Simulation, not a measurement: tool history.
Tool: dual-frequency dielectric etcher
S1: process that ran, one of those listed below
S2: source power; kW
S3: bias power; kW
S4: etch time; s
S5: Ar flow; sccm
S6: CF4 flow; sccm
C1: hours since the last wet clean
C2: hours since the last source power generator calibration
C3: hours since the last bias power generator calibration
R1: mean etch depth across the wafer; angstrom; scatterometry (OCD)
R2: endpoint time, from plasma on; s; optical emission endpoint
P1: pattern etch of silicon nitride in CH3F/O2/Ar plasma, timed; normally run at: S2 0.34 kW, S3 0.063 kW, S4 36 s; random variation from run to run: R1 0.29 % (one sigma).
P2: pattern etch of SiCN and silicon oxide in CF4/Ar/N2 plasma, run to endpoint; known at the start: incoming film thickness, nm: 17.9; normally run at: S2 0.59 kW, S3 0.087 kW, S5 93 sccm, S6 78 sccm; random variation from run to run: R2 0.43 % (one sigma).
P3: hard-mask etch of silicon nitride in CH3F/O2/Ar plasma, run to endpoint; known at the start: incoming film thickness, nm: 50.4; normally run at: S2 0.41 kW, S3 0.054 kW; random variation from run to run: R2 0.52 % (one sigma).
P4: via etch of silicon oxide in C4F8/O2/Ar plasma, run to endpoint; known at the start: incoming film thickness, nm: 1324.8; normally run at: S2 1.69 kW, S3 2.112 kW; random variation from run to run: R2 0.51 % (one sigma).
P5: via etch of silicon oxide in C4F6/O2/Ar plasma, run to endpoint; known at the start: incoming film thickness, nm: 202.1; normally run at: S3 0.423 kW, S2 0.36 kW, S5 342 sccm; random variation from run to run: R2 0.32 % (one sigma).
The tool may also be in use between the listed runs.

run   hour  S1    S2     S3  S4   S5   S6     C1      C2      C3      R1      R2
  1    3.2  P1  0.34  0.063  36              235  1518.9  1540.6  226.82
  2    6.2  P1  0.34  0.063  36              238  1521.9  1543.6  228.45
  3   10.9  P1  0.34  0.063  36            242.7  1526.6  1548.3   226.5
  4   15.1  P2  0.59  0.087       61   78  246.9  1530.8  1552.5            14.3
  5   18.6  P1  0.34  0.082  20            250.4  1534.3    1556  138.76
  6   21.6  P3  0.41  0.031                253.4  1537.3    1559          94.948
  7   23.9  P2  0.59  0.087       93   78  255.7  1539.6  1561.3          14.984
  8   27.8  P5  0.25  0.423      342       259.6  1543.5  1565.2          53.284
  9   32.2  P1  0.34  0.063  25              264  1547.9  1569.6  157.56
 10     35  P3   0.3  0.054                266.8  1550.7  1572.4          90.564
 11   37.7  P1  0.34  0.046  36            269.5  1553.4  1575.1  204.62
 12   40.9  P2  0.36  0.087       93   78  272.7  1556.6  1578.3           23.24
 13   44.9  P1  0.34  0.086  36            276.7  1560.6  1582.3   254.1
 14   47.9  P1   0.4  0.063  36            279.7  1563.6  1585.3  240.78
 15   52.2  P5  0.36  0.562      342         284  1567.9  1589.6          42.058
 16   54.4  P4  1.69  2.992                286.2  1570.1  1591.8          244.41
 17   57.8  P5  0.36  0.423      342       289.6  1573.5  1595.2          46.674
 18   61.4  P1  0.34  0.063  36            293.2  1577.1  1598.8  226.35
 19   65.1  P3  0.41  0.054                296.9  1580.8  1602.5          81.039
 20   69.3  P1  0.42  0.087  36            301.1    1585  1606.7  273.85
 21   71.7  P2  0.59  0.087       93  104  303.5  1587.4  1609.1          14.409
 22   75.3  P1  0.34  0.063  36            307.1    1591  1612.7  227.47
 23   79.9  P4  1.02  2.112                311.7  1595.6  1617.3          332.28
 24     84  P1  0.34  0.063  47            315.8  1599.7  1621.4  297.33
 25   87.6  P1  0.34  0.063  36            319.4  1603.3    1625  227.29
 26   90.5  P5  0.36  0.423      475       322.3  1606.2  1627.9          48.606
 27   93.6  P1  0.22  0.063  36            325.4  1609.3    1631  192.75
 28   96.4  P2  0.59  0.063       93   78  328.2  1612.1  1633.8          16.678
 29   98.9  P4  1.69  2.112                330.7  1614.6  1636.3          271.15
 30  102.6  P5  0.36  0.423      342       334.4  1618.3    1640          46.407
 31  104.8  P3  0.41  0.054                336.6  1620.5  1642.2          80.429
 32  109.3  P2  0.59  0.087       93   78  341.1    1625  1646.7          14.997
 33  113.6  P1  0.34  0.063  36            345.4  1629.3    1651  226.44
 34    116  P1  0.34  0.063  36            347.8  1631.7  1653.4  225.11
 35  120.1  P1  0.34  0.063  36            351.9  1635.8  1657.5  226.25
 36    124  P1  0.34  0.063  36            355.8  1639.7  1661.4  223.76
     126.3  -- wet clean of the chamber
 37  128.7  P1  0.34  0.063  36              2.5  1644.4  1666.1  223.02
 38  131.4  P1  0.34  0.063  36              5.2  1647.1  1668.8  224.79
 39  134.7  P1  0.34  0.063  36              8.5  1650.4  1672.1  224.24

What P1 gives has crept away from where it was. These 2 causes fit the log equally well, each at the size given:
A: bias power that arrives under what is set, % = 4.3
B: source power that arrives under what is set, % = 3.79
The creep began at about hour 113.6.
Why every other cause is out:
chamber walls in a state that lowers the etch rate, %: serviced at hour 126.3, which brought nothing back

4 check runs are offered, each on 3 wafers whose results are averaged, their results left as question marks. Which one tells the causes apart?
check 1   138  P3  0.41  0.036                                ?
check 2   138  P4  1.23  2.925                                ?
check 3   138  P5  0.36  0.541      342                       ?
check 4   138  P2  0.59  0.065       93  78                   ?

What each check would give under each cause:
  check  result    if A    if B
check 1      R2  92.069  92.355
check 2      R2  282.03  282.31
check 3      R2  43.346  43.239
check 4      R2  16.703  17.052
How far apart the two closest causes lie, in the result that separates them most: check 1 0.31 %; check 2 0.1 %; check 3 0.25 %; check 4 2.07 %
Check 4 tells the causes apart: in the others they would give nearly the same result.

Check 4 was then run and gave: R2 17.031 s. Which cause is it?

It is B: source power that arrives under what is set, %.

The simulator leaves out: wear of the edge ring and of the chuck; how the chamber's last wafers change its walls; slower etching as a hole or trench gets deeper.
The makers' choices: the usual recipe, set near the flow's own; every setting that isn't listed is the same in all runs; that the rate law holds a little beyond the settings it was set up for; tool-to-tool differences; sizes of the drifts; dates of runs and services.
